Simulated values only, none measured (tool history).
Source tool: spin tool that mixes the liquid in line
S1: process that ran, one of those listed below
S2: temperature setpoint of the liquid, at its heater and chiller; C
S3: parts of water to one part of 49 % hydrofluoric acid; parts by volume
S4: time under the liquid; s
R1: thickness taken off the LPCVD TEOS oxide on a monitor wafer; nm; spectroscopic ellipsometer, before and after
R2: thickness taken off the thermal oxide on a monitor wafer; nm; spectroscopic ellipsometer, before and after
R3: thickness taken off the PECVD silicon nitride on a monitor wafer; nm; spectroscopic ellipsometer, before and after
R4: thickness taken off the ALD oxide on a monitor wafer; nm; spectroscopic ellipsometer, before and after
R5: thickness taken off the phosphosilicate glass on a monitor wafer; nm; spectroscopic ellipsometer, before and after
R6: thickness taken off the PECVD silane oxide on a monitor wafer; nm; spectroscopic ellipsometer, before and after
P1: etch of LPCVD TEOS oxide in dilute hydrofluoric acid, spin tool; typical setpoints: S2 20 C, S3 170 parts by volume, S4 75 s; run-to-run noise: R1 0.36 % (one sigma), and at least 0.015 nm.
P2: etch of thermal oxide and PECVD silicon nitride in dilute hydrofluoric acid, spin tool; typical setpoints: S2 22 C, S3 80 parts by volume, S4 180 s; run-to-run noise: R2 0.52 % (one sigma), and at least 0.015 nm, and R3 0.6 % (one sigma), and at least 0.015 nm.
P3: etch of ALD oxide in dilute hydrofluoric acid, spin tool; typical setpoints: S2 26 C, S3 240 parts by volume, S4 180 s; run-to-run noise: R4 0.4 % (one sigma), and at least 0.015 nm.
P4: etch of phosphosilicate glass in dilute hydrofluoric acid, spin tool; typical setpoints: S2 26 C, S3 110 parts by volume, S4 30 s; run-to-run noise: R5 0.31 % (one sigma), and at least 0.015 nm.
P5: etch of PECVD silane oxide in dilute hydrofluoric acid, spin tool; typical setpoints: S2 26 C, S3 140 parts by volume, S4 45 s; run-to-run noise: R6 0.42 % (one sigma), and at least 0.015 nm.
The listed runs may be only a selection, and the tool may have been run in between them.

run 1 hour=7 | S1=P1 S2=20 S3=170 S4=75 | R1=14.221
run 2 hour=15.9 | S1=P2 S2=17 S3=80 S4=180 | R2=8.196 R3=2.3085
run 3 hour=22.8 | S1=P2 S2=22 S3=20 S4=180 | R2=43.281 R3=12.498
run 4 hour=28.1 | S1=P3 S2=26 S3=240 S4=180 | R4=14.23
run 5 hour=35.5 | S1=P1 S2=20 S3=170 S4=75 | R1=14.211
run 6 hour=40.7 | S1=P1 S2=20 S3=170 S4=75 | R1=14.101
run 7 hour=47.9 | S1=P2 S2=22 S3=80 S4=180 | R2=10.065 R3=3.2638
run 8 hour=57.5 | S1=P1 S2=20 S3=170 S4=75 | R1=14.259
run 9 hour=63.5 | S1=P1 S2=20 S3=170 S4=130 | R1=24.819
run 10 hour=69.6 | S1=P2 S2=22 S3=80 S4=295 | R2=16.634 R3=5.3348
run 11 hour=77.5 | S1=P1 S2=20 S3=170 S4=75 | R1=14.265
run 12 hour=85.2 | S1=P1 S2=20 S3=110 S4=25 | R1=7.8145
run 13 hour=95.4 | S1=P4 S2=26 S3=170 S4=30 | R5=29.055
run 14 hour=104.4 | S1=P1 S2=20 S3=80 S4=75 | R1=33.23
run 15 hour=110.1 | S1=P1 S2=20 S3=170 S4=75 | R1=14.268
run 16 hour=118 | S1=P1 S2=20 S3=170 S4=15 | R1=2.8711
run 17 hour=124.1 | S1=P3 S2=26 S3=410 S4=180 | R4=7.0251
run 18 hour=131.8 | S1=P1 S2=20 S3=295 S4=75 | R1=7.2759
run 19 hour=139.2 | S1=P3 S2=26 S3=240 S4=180 | R4=14.197
run 20 hour=149.7 | S1=P1 S2=20 S3=170 S4=75 | R1=14.288
run 21 hour=159.7 | S1=P1 S2=20 S3=290 S4=115 | R1=11.391
run 22 hour=167.2 | S1=P4 S2=26 S3=110 S4=60 | R5=96.339
run 23 hour=174.5 | S1=P4 S2=21 S3=110 S4=30 | R5=39.657
run 24 hour=185.2 | S1=P4 S2=26 S3=110 S4=30 | R5=48.459
run 25 hour=190.4 | S1=P1 S2=24 S3=170 S4=75 | R1=16.674
run 26 hour=199.1 | S1=P3 S2=26 S3=240 S4=295 | R4=23.242
run 27 hour=205.9 | S1=P5 S2=26 S3=140 S4=45 | R6=16.224
run 28 hour=216.4 | S1=P1 S2=25.5 S3=170 S4=35 | R1=8.1202
run 29 hour=223.1 | S1=P2 S2=22 S3=80 S4=180 | R2=9.9793 R3=3.1959
run 30 hour=230 | S1=P5 S2=21.5 S3=140 S4=45 | R6=13.593
run 31 hour=236.4 | S1=P5 S2=26 S3=60 S4=45 | R6=42.124
run 32 hour=241.3 | S1=P4 S2=26 S3=110 S4=30 | R5=48.482
run 33 hour=247 | S1=P1 S2=17 S3=170 S4=75 | R1=12.559
run 34 hour=254.4 | S1=P3 S2=17.5 S3=240 S4=180 | R4=10.371
run 35 hour=260.1 | S1=P5 S2=26 S3=140 S4=15 | R6=5.3892
run 36 hour=269.5 | S1=P1 S2=20 S3=170 S4=75 | R1=14.224
run 37 hour=275 | S1=P1 S2=20 S3=170 S4=75 | R1=14.501
run 38 hour=280.9 | S1=P1 S2=20 S3=170 S4=75 | R1=14.723
run 39 hour=286.8 | S1=P1 S2=20 S3=170 S4=75 | R1=14.887
run 40 hour=295.7 | S1=P1 S2=20 S3=170 S4=75 | R1=15.116
run 41 hour=305.3 | S1=P1 S2=20 S3=170 S4=75 | R1=15.216
run 42 hour=312.8 | S1=P1 S2=20 S3=170 S4=75 | R1=15.3
run 43 hour=321.5 | S1=P1 S2=20 S3=170 S4=75 | R1=15.375
run 44 hour=328.3 | S1=P1 S2=20 S3=170 S4=75 | R1=15.481

Run 45 has not been measured yet. What should we expect?
run 45 hour=337 | S1=P1 S2=20 S3=170 S4=75 | R1=?

Run 45 produced R1 15.448 nm.
